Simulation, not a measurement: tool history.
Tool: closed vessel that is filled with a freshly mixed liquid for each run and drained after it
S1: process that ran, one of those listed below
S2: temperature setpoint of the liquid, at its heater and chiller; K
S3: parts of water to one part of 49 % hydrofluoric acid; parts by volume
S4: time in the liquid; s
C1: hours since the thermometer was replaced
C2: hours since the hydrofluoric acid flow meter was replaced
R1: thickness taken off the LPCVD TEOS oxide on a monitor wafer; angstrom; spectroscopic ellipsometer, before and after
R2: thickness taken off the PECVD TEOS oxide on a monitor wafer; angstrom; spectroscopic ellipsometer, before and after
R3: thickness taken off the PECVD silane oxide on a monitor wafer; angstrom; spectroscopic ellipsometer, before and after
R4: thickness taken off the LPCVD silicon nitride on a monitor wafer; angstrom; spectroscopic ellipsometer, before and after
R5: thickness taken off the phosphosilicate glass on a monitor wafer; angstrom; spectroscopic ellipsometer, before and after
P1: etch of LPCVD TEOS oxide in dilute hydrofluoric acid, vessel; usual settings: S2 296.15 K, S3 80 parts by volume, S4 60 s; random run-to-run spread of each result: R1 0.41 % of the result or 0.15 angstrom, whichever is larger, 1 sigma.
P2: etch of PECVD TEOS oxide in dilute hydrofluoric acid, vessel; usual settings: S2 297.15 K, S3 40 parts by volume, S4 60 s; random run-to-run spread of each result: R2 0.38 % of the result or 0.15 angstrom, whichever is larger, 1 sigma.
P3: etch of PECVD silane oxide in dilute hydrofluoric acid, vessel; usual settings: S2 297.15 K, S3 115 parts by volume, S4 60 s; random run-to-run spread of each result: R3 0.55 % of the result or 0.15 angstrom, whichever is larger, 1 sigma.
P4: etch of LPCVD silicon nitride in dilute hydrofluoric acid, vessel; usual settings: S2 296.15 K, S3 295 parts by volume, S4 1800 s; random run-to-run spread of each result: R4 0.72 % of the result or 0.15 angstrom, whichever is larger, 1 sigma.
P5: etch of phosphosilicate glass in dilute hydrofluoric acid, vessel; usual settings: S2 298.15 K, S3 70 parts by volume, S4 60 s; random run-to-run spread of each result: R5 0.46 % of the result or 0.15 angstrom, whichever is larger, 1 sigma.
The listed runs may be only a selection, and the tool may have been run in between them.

Run 1, hour 8.6: S1 P1, S2 296.15 K, S3 80 parts by volume, S4 60 s; C1 513.7; C2 953.4. Result: R1 180.7 angstrom.
Run 2, hour 13.4: S1 P2, S2 297.15 K, S3 65 parts by volume, S4 60 s; C1 518.5; C2 958.2. Result: R2 192.37 angstrom.
Run 3, hour 20.3: S1 P1, S2 296.15 K, S3 80 parts by volume, S4 60 s; C1 525.4; C2 965.1. Result: R1 181.23 angstrom.
Run 4, hour 29.1: S1 P2, S2 297.15 K, S3 40 parts by volume, S4 30 s; C1 534.2; C2 973.9. Result: R2 162.39 angstrom.
Run 5, hour 34.1: S1 P2, S2 297.15 K, S3 40 parts by volume, S4 60 s; C1 539.2; C2 978.9. Result: R2 326.21 angstrom.
Run 6, hour 39.4: S1 P1, S2 296.15 K, S3 80 parts by volume, S4 30 s; C1 544.5; C2 984.2. Result: R1 90.153 angstrom.
Run 7, hour 46.2: S1 P3, S2 297.15 K, S3 115 parts by volume, S4 60 s; C1 551.3; C2 991. Result: R3 168.28 angstrom.
Run 8, hour 54.4: S1 P3, S2 290.15 K, S3 115 parts by volume, S4 60 s; C1 559.5; C2 999.2. Result: R3 126.63 angstrom.
Run 9, hour 59.7: S1 P4, S2 296.15 K, S3 295 parts by volume, S4 1800 s; C1 564.8; C2 1004.5. Result: R4 29.949 angstrom.
Run 10, hour 65: S1 P1, S2 292.15 K, S3 25 parts by volume, S4 60 s; C1 570.1; C2 1009.8. Result: R1 520.89 angstrom.
Run 11, hour 69.4: S1 P1, S2 291.65 K, S3 80 parts by volume, S4 60 s; C1 574.5; C2 1014.2. Result: R1 150.07 angstrom.
Run 12, hour 76.2: S1 P1, S2 296.15 K, S3 140 parts by volume, S4 60 s; C1 581.3; C2 1021. Result: R1 95.581 angstrom.
Run 13, hour 82.4: S1 P1, S2 296.15 K, S3 80 parts by volume, S4 110 s; C1 587.5; C2 1027.2. Result: R1 327.27 angstrom.
Run 14, hour 88.8: S1 P1, S2 296.15 K, S3 80 parts by volume, S4 60 s; C1 593.9; C2 1033.6. Result: R1 179.05 angstrom.
Run 15, hour 93.6: S1 P4, S2 296.15 K, S3 295 parts by volume, S4 320 s; C1 598.7; C2 1038.4. Result: R4 5.4522 angstrom.
Run 16, hour 101.5: S1 P5, S2 298.15 K, S3 70 parts by volume, S4 60 s; C1 606.6; C2 1046.3. Result: R5 697.73 angstrom.
Run 17, hour 106.5: S1 P5, S2 298.15 K, S3 70 parts by volume, S4 60 s; C1 611.6; C2 1051.3. Result: R5 700.05 angstrom.
Run 18, hour 112.5: S1 P5, S2 292.65 K, S3 70 parts by volume, S4 60 s; C1 617.6; C2 1057.3. Result: R5 554.76 angstrom.
Run 19, hour 119.4: S1 P1, S2 296.15 K, S3 30 parts by volume, S4 60 s; C1 624.5; C2 1064.2. Result: R1 513.4 angstrom.
Run 20, hour 124.4: S1 P2, S2 297.15 K, S3 40 parts by volume, S4 60 s; C1 629.5; C2 1069.2. Result: R2 325.64 angstrom.
Run 21, hour 128.7: S1 P1, S2 302.15 K, S3 80 parts by volume, S4 30 s; C1 633.8; C2 1073.5. Result: R1 113.98 angstrom.
Run 22, hour 136.8: S1 P4, S2 300.15 K, S3 295 parts by volume, S4 1800 s; C1 641.9; C2 1081.6. Result: R4 38.15 angstrom.
Run 23, hour 145.6: S1 P2, S2 290.15 K, S3 40 parts by volume, S4 60 s; C1 650.7; C2 1090.4. Result: R2 240.82 angstrom.
Run 24, hour 151.9: S1 P4, S2 296.15 K, S3 130 parts by volume, S4 1800 s; C1 657; C2 1096.7. Result: R4 66.707 angstrom.
Run 25, hour 159.6: S1 P4, S2 296.15 K, S3 295 parts by volume, S4 1800 s; C1 664.7; C2 1104.4. Result: R4 29.943 angstrom.
Run 26, hour 167.7: S1 P1, S2 301.65 K, S3 80 parts by volume, S4 60 s; C1 672.8; C2 1112.5. Result: R1 224.09 angstrom.
Run 27, hour 176.4: S1 P1, S2 296.15 K, S3 110 parts by volume, S4 30 s; C1 681.5; C2 1121.2. Result: R1 62.983 angstrom.
Run 28, hour 182.1: S1 P3, S2 297.15 K, S3 115 parts by volume, S4 30 s; C1 687.2; C2 1126.9. Result: R3 83.47 angstrom.
Run 29, hour 186.9: S1 P3, S2 297.15 K, S3 55 parts by volume, S4 60 s; C1 692; C2 1131.7. Result: R3 375.84 angstrom.
Run 30, hour 194.3: S1 P5, S2 298.15 K, S3 70 parts by volume, S4 30 s; C1 699.4; C2 1139.1. Result: R5 346.32 angstrom.
Run 31, hour 198.6: S1 P3, S2 297.15 K, S3 115 parts by volume, S4 60 s; C1 703.7; C2 1143.4. Result: R3 166.88 angstrom.
Run 32, hour 207.3: S1 P1, S2 296.15 K, S3 80 parts by volume, S4 60 s; C1 712.4; C2 1152.1. Result: R1 179.71 angstrom.
Run 33, hour 214.2: S1 P1, S2 296.15 K, S3 80 parts by volume, S4 60 s; C1 719.3; C2 1159. Result: R1 179.25 angstrom.
Run 34, hour 223.3: S1 P5, S2 298.15 K, S3 95 parts by volume, S4 60 s; C1 728.4; C2 1168.1. Result: R5 495.28 angstrom.
Run 35, hour 231.2: S1 P1, S2 296.15 K, S3 80 parts by volume, S4 60 s; C1 736.3; C2 1176. Result: R1 178.59 angstrom.
Run 36, hour 238.2: S1 P1, S2 296.15 K, S3 80 parts by volume, S4 60 s; C1 743.3; C2 1183. Result: R1 185.47 angstrom.
Run 37, hour 245.1: S1 P1, S2 296.15 K, S3 80 parts by volume, S4 60 s; C1 750.2; C2 1189.9. Result: R1 189.82 angstrom.
Run 38, hour 251.5: S1 P1, S2 296.15 K, S3 80 parts by volume, S4 60 s; C1 756.6; C2 1196.3. Result: R1 192.13 angstrom.
Run 39, hour 259.3: S1 P1, S2 296.15 K, S3 80 parts by volume, S4 60 s; C1 764.4; C2 1204.1. Result: R1 194.05 angstrom.
Run 40, hour 264.7: S1 P1, S2 296.15 K, S3 80 parts by volume, S4 60 s; C1 769.8; C2 1209.5. Result: R1 194.73 angstrom.
Run 41, hour 270.9: S1 P1, S2 296.15 K, S3 80 parts by volume, S4 60 s; C1 776; C2 1215.7. Result: R1 195.35 angstrom.
Run 42, hour 276.1: S1 P1, S2 296.15 K, S3 80 parts by volume, S4 60 s; C1 781.2; C2 1220.9. Result: R1 195.85 angstrom.
Run 43, hour 285.3: S1 P1, S2 296.15 K, S3 80 parts by volume, S4 60 s; C1 790.4; C2 1230.1. Result: R1 196.38 angstrom.
Run 44, hour 290.8: S1 P1, S2 296.15 K, S3 80 parts by volume, S4 60 s; C1 795.9; C2 1235.6. Result: R1 195.17 angstrom.
Run 45, hour 297.3: S1 P1, S2 296.15 K, S3 80 parts by volume, S4 60 s; C1 802.4; C2 1242.1. Result: R1 196.81 angstrom.
Run 46, hour 301.5: S1 P1, S2 296.15 K, S3 80 parts by volume, S4 60 s; C1 806.6; C2 1246.3. Result: R1 196.96 angstrom.

What P1 gives has crept away from where it was. These 2 causes fit the log equally well, each at the size given:
A: hydrofluoric acid flow above the setpoint (%) = 8.97
B: liquid hotter than its thermometer reads (K) = 2.35
The process output started creeping at around hour 231.2.

The 4 check runs listed below each average the results of 2 wafers, and their outcomes are marked with question marks. Under which run would the listed causes produce clearly different results?
Run check 1, hour 305.7: S1 P2, S2 297.15 K, S3 40 parts by volume, S4 60 s. Result: R2 ?.
Run check 2, hour 305.7: S1 P5, S2 298.15 K, S3 70 parts by volume, S4 60 s. Result: R5 ?.
Run check 3, hour 305.7: S1 P3, S2 297.15 K, S3 115 parts by volume, S4 60 s. Result: R3 ?.
Run check 4, hour 305.7: S1 P4, S2 296.15 K, S3 295 parts by volume, S4 1800 s. Result: R4 ?.

Check results expected under each cause:
  check  result    if A    if B
check 1      R2  356.16  358.44
check 2      R5  765.41  765.39
check 3      R3  184.47   183.3
check 4      R4  32.384  34.346
Per check, the gap between the least separated pair of causes, taken in the result that splits them most: check 1 0.64 %; check 2 0 %; check 3 0.63 %; check 4 5.88 %
Only in check 4 would the causes give clearly different results; in the remaining checks their results would be nearly the same.

Here is what check 4 returned: R4 34.273 angstrom. Which cause is it?

B is the cause: liquid hotter than its thermometer reads (K).
